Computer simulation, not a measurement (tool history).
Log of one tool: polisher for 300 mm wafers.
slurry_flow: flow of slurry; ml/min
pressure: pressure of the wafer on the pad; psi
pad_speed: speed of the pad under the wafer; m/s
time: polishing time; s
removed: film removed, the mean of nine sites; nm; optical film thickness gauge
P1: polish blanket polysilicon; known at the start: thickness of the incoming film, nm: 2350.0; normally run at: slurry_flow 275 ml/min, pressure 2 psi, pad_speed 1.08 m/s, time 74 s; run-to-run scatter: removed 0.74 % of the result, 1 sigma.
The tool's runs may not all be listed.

| run | hour | slurry_flow | pressure | pad_speed | time | removed |
|---|---|---|---|---|---|---|
| 1 | 3.8 | 275 | 2 | 1.08 | 74 | 546.66 |
| 2 | 10.7 | 275 | 2 | 1.08 | 41 | 302.28 |
| 3 | 15 | 275 | 2.6 | 1.08 | 74 | 703.59 |
| 4 | 22.1 | 165 | 2 | 1.08 | 74 | 512.32 |
| 5 | 27.6 | 275 | 2 | 1.08 | 74 | 552.85 |
| 6 | 30.8 | 275 | 2 | 0.6 | 74 | 303.68 |
| 7 | 37.5 | 275 | 1.1 | 1.08 | 74 | 301.14 |
| 8 | 44.1 | 275 | 2 | 1.08 | 74 | 553.02 |
| 9 | 49.3 | 275 | 2 | 1.68 | 74 | 841.93 |
| 10 | 55.5 | 275 | 2 | 1.08 | 74 | 546.15 |
| 11 | 62.2 | 275 | 2 | 1.08 | 74 | 549.83 |
| 12 | 67.6 | 165 | 2 | 1.08 | 33 | 229.64 |
| 13 | 73 | 275 | 2 | 1.08 | 105 | 779.24 |
| 14 | 79.4 | 425 | 2 | 1.08 | 74 | 572.03 |
| 15 | 83.3 | 275 | 2 | 1.08 | 74 | 549.13 |
| 16 | 90.1 | 275 | 2 | 1.08 | 74 | 542.65 |
| 17 | 93.7 | 275 | 2 | 1.08 | 74 | 522.39 |
| 18 | 98.8 | 275 | 2 | 1.08 | 74 | 528.44 |
| 19 | 103 | 275 | 2 | 1.08 | 74 | 529.16 |
| 20 | 106.9 | 275 | 2 | 1.08 | 74 | 520.06 |
| 21 | 111.1 | 275 | 2 | 1.08 | 74 | 522.54 |
|  | 114 | worn pad replaced by a new one |
| 22 | 117.7 | 275 | 2 | 1.08 | 74 | 514.12 |
| 23 | 122.7 | 275 | 2 | 1.08 | 74 | 517.13 |
| 24 | 126.2 | 275 | 2 | 1.08 | 74 | 511.98 |
| 25 | 130.8 | 275 | 2 | 1.08 | 74 | 516.59 |

What P1 gives has crept away from where it was. These 2 causes fit the log equally well, each at the size given:
A: head's pressure below its setpoint, % = 5.33
B: slurry flow missing at the pad, % = 36.4
The creep began at about hour 83.3.
Why every other cause is out:
removal rate lost through wear of the pad, %: serviced at hour 114, which brought nothing back

4 check runs are offered, each on 3 wafers whose results are averaged, their results left as question marks. Which one tells the causes apart?
| check 1 | 135.4 | 275 | 2 | 1.56 | 74 | ? |
| check 2 | 135.4 | 275 | 2 | 1.66 | 74 | ? |
| check 3 | 135.4 | 275 | 1.6 | 0.78 | 74 | ? |
| check 4 | 135.4 | 165 | 2 | 1.08 | 74 | ? |

What each check would give under each cause:
| check | result | if A | if B |
|---|---|---|---|
| check 1 | removed | 747.25 | 747.18 |
| check 2 | removed | 795.15 | 795.08 |
| check 3 | removed | 298.9 | 298.87 |
| check 4 | removed | 485.36 | 469.44 |
How far apart the two closest causes lie, in the result that separates them most: check 1 0.01 %; check 2 0.01 %; check 3 0.01 %; check 4 3.34 %
Check 4 tells the causes apart: in the others they would give nearly the same result.

Check 4 was then run and gave: removed 467.46 nm. Which cause is it?

It is B: slurry flow missing at the pad, %.
